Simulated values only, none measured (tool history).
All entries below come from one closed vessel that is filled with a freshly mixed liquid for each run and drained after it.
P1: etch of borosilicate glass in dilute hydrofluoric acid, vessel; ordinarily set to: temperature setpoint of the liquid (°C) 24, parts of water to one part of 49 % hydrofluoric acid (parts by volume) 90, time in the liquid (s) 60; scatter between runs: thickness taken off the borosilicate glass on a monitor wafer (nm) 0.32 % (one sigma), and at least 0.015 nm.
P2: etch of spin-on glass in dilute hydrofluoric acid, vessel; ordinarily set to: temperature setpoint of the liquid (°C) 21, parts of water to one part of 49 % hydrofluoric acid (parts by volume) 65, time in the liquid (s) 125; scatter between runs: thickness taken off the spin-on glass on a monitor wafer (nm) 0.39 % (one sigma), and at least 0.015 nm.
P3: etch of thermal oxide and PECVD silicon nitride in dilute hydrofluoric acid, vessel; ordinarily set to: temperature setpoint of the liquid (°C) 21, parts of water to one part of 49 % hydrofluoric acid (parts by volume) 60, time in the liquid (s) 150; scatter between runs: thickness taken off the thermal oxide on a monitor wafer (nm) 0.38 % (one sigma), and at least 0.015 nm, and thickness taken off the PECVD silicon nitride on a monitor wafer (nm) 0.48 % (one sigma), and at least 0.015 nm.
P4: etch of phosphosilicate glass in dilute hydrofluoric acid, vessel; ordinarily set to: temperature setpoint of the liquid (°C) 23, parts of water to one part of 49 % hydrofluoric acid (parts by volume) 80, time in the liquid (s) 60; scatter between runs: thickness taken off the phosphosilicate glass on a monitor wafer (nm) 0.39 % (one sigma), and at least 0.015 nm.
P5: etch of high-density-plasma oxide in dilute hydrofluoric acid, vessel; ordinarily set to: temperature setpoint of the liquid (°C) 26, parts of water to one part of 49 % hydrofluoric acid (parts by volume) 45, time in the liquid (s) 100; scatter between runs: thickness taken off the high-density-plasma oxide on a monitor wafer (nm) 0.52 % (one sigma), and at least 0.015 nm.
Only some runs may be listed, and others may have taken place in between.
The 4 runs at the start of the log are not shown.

| run | hour | process that ran | temperature setpoint of the liquid (°C) | parts of water to one part of 49 % hydrofluoric acid (parts by volume) | time in the liquid (s) | hours since the thermometer was replaced | hours since the hydrofluoric acid flow meter was replaced | thickness taken off the borosilicate glass on a monitor wafer (nm) | thickness taken off the thermal oxide on a monitor wafer (nm) | thickness taken off the PECVD silicon nitride on a monitor wafer (nm) | thickness taken off the phosphosilicate glass on a monitor wafer (nm) | thickness taken off the high-density-plasma oxide on a monitor wafer (nm) | thickness taken off the spin-on glass on a monitor wafer (nm) |
|---|---|---|---|---|---|---|---|---|---|---|---|---|---|
| 5 | 46.6 | P1 | 24 | 90 | 60 | 149.2 | 629.2 | 24.587 |  |  |  |  |  |
| 6 | 54.1 | P5 | 26 | 60 | 100 | 156.7 | 636.7 |  |  |  |  | 20.92 |  |
| 7 | 65.6 | P1 | 19 | 90 | 60 | 168.2 | 648.2 | 19.952 |  |  |  |  |  |
| 8 | 76.9 | P5 | 19 | 45 | 100 | 179.5 | 659.5 |  |  |  |  | 21.333 |  |
| 9 | 83.5 | P2 | 21 | 65 | 125 | 186.1 | 666.1 |  |  |  |  |  | 53.576 |
| 10 | 95.7 | P1 | 24 | 90 | 60 | 198.3 | 678.3 | 24.437 |  |  |  |  |  |
| 11 | 107.9 | P2 | 21 | 115 | 125 | 210.5 | 690.5 |  |  |  |  |  | 28.709 |
| 12 | 120.8 | P5 | 26 | 45 | 100 | 223.4 | 703.4 |  |  |  |  | 28.451 |  |
| 13 | 132.8 | P2 | 21 | 65 | 125 | 235.4 | 715.4 |  |  |  |  |  | 54.258 |
| 14 | 144.8 | P1 | 24 | 30 | 60 | 247.4 | 727.4 | 79.542 |  |  |  |  |  |
| 15 | 156 | P1 | 24 | 90 | 30 | 258.6 | 738.6 | 12.312 |  |  |  |  |  |
| 16 | 162.8 | P4 | 23 | 80 | 105 | 265.4 | 745.4 |  |  |  | 257.58 |  |  |
| 17 | 172.9 | P3 | 21 | 60 | 150 | 275.5 | 755.5 |  | 11.449 | 11.435 |  |  |  |
| 18 | 179.9 | P2 | 26 | 65 | 125 | 282.5 | 762.5 |  |  |  |  |  | 66.066 |
| 19 | 187.1 | P1 | 24 | 90 | 110 | 289.7 | 769.7 | 44.856 |  |  |  |  |  |
| 20 | 197.5 | P5 | 26 | 45 | 100 | 300.1 | 780.1 |  |  |  |  | 28.64 |  |
| 21 | 204.9 | P1 | 24 | 90 | 60 | 307.5 | 787.5 | 24.44 |  |  |  |  |  |
| 22 | 217.4 | P1 | 24 | 125 | 60 | 320 | 800 | 16.841 |  |  |  |  |  |
| 23 | 224.5 | P3 | 25.5 | 60 | 150 | 327.1 | 807.1 |  | 13.689 | 15.488 |  |  |  |
| 24 | 233.3 | P4 | 23 | 80 | 60 | 335.9 | 815.9 |  |  |  | 146.44 |  |  |
| 25 | 243.7 | P4 | 23 | 130 | 60 | 346.3 | 826.3 |  |  |  | 85.508 |  |  |

Run 26 comes next. What will it give?
| 26 | 257.2 | P1 | 31 | 55 | 60 | 359.8 | 839.8 | ? |  |  |  |  |  |

thickness taken off the borosilicate glass on a monitor wafer (nm): 55.366
